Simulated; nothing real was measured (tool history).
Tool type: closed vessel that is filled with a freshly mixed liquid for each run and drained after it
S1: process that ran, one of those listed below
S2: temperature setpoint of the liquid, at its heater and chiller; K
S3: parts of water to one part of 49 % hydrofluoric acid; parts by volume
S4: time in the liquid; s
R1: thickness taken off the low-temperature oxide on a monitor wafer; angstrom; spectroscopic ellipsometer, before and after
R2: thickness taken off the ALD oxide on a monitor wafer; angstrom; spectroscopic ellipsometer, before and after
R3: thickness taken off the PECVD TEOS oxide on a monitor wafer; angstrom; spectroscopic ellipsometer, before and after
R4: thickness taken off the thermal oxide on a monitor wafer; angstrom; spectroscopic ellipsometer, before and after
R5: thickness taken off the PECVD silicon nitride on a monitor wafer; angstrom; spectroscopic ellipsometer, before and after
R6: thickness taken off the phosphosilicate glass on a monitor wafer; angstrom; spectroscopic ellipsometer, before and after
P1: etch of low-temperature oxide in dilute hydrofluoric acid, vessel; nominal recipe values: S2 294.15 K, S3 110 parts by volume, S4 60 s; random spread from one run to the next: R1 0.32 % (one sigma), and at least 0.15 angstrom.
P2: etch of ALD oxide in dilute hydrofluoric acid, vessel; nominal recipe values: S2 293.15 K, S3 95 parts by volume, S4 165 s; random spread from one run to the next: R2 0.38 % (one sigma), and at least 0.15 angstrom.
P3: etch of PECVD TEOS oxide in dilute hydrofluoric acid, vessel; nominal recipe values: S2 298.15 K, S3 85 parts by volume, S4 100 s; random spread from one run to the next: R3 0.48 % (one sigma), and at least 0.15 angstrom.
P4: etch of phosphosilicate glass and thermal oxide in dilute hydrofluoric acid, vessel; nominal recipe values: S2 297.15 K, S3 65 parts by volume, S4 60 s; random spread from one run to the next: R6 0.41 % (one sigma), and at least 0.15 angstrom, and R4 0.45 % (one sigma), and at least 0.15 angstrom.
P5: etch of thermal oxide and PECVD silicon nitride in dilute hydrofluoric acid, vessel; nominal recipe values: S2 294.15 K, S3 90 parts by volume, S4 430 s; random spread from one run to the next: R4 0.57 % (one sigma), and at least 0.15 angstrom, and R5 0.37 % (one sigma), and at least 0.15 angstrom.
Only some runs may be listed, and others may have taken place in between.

run 1 hour=4 | S1=P1 S2=294.15 S3=110 S4=60 | R1=167.96
run 2 hour=6.4 | S1=P1 S2=294.15 S3=110 S4=60 | R1=169.49
run 3 hour=10.9 | S1=P2 S2=293.15 S3=95 S4=30 | R2=26.782
run 4 hour=15.4 | S1=P1 S2=298.65 S3=110 S4=60 | R1=201.32
run 5 hour=18.5 | S1=P3 S2=298.15 S3=85 S4=100 | R3=106.33
run 6 hour=23.1 | S1=P1 S2=290.15 S3=110 S4=60 | R1=142.47
run 7 hour=27.8 | S1=P5 S2=294.15 S3=90 S4=815 | R4=404.97 R5=271.75
run 8 hour=30.4 | S1=P5 S2=294.15 S3=90 S4=430 | R4=214.06 R5=142.97
run 9 hour=32.7 | S1=P5 S2=294.15 S3=145 S4=430 | R4=124.61 R5=89.568
run 10 hour=35.2 | S1=P2 S2=293.15 S3=95 S4=165 | R2=145.85
run 11 hour=38.7 | S1=P2 S2=293.15 S3=150 S4=165 | R2=87.389
run 12 hour=43.5 | S1=P3 S2=298.15 S3=85 S4=155 | R3=165.01
run 13 hour=48.6 | S1=P1 S2=294.15 S3=110 S4=60 | R1=168.27
run 14 hour=51.3 | S1=P1 S2=294.15 S3=50 S4=60 | R1=398.1
run 15 hour=54.7 | S1=P1 S2=294.15 S3=150 S4=60 | R1=118.14
run 16 hour=58.1 | S1=P4 S2=297.15 S3=65 S4=60 | R4=45.099 R6=680.95
run 17 hour=62.8 | S1=P1 S2=294.15 S3=110 S4=115 | R1=322.56
run 18 hour=66.6 | S1=P2 S2=293.15 S3=95 S4=165 | R2=144.84
run 19 hour=69.8 | S1=P4 S2=297.15 S3=20 S4=60 | R4=156.55 R6=2331.9
run 20 hour=74.2 | S1=P5 S2=294.15 S3=90 S4=430 | R4=215.14 R5=143.46
run 21 hour=77.3 | S1=P3 S2=292.15 S3=85 S4=100 | R3=83.461
run 22 hour=82 | S1=P1 S2=294.15 S3=110 S4=60 | R1=167.63
run 23 hour=85.1 | S1=P4 S2=297.15 S3=65 S4=115 | R4=86.187 R6=1304.5
run 24 hour=87.7 | S1=P1 S2=294.15 S3=110 S4=30 | R1=83.947
run 25 hour=90.1 | S1=P3 S2=298.15 S3=135 S4=100 | R3=62.979
run 26 hour=94.6 | S1=P5 S2=298.15 S3=90 S4=430 | R4=250.78 R5=185.77
run 27 hour=99.4 | S1=P4 S2=302.15 S3=65 S4=60 | R4=55.048 R6=824.29
run 28 hour=102.8 | S1=P1 S2=298.15 S3=40 S4=60 | R1=593.33
run 29 hour=106.5 | S1=P2 S2=290.15 S3=95 S4=165 | R2=128.93
run 30 hour=110.8 | S1=P1 S2=294.15 S3=110 S4=60 | R1=168.12
run 31 hour=115.2 | S1=P1 S2=294.15 S3=110 S4=60 | R1=167.31
run 32 hour=120.3 | S1=P1 S2=294.15 S3=110 S4=60 | R1=173.88
run 33 hour=123.7 | S1=P1 S2=294.15 S3=110 S4=60 | R1=175.66
run 34 hour=128 | S1=P1 S2=294.15 S3=110 S4=60 | R1=177.1
run 35 hour=131.5 | S1=P1 S2=294.15 S3=110 S4=60 | R1=178.71
run 36 hour=133.8 | S1=P1 S2=294.15 S3=110 S4=60 | R1=179.68
run 37 hour=138 | S1=P1 S2=294.15 S3=110 S4=60 | R1=179.97
run 38 hour=140.4 | S1=P1 S2=294.15 S3=110 S4=60 | R1=179.73
run 39 hour=144.2 | S1=P1 S2=294.15 S3=110 S4=60 | R1=180.1

P1 no longer gives what it gave before; its output has crept away from where it was. The following 2 causes, each at its listed size, fit the log equally well:
A: liquid hotter than its thermometer reads (K) = 1.67
B: hydrofluoric acid flow above the setpoint (%) = 6.15
Onset of the creep was near hour 115.2.

The check runs listed below each take one wafer, and their results are still question marks. Under which run would the listed causes lead to clearly different results?
run check 1 hour=148 | S1=P2 S2=293.15 S3=95 S4=165 | R2=?
run check 2 hour=148 | S1=P3 S2=298.15 S3=85 S4=100 | R3=?
run check 3 hour=148 | S1=P4 S2=297.15 S3=65 S4=60 | R4=? R6=?
run check 4 hour=148 | S1=P5 S2=294.15 S3=90 S4=430 | R4=? R5=?

Predicted outcomes, by check and by cause:
check=check_1 result=R2 if_A=156.5 if_B=156.11
check=check_2 result=R3 if_A=113.47 if_B=113.49
check=check_3 result=R4 if_A=48.471 if_B=48.336
check=check_3 result=R6 if_A=725.95 if_B=723.92
check=check_4 result=R4 if_A=229.84 if_B=229.33
check=check_4 result=R5 if_A=160.26 if_B=151.81
Minimum pairwise separation of causes per check, each pair taken at its best-separating result: check 1 0.25 %; check 2 0.02 %; check 3 0.28 %; check 4 5.41 %
The causes can be told apart only by check 4. The other checks would give nearly the same results under each of them.

Check 4 was carried out, with these results: R4 229.29 angstrom; R5 151.16 angstrom. Which of the listed causes is responsible?

The correct cause is B, namely: hydrofluoric acid flow above the setpoint (%).
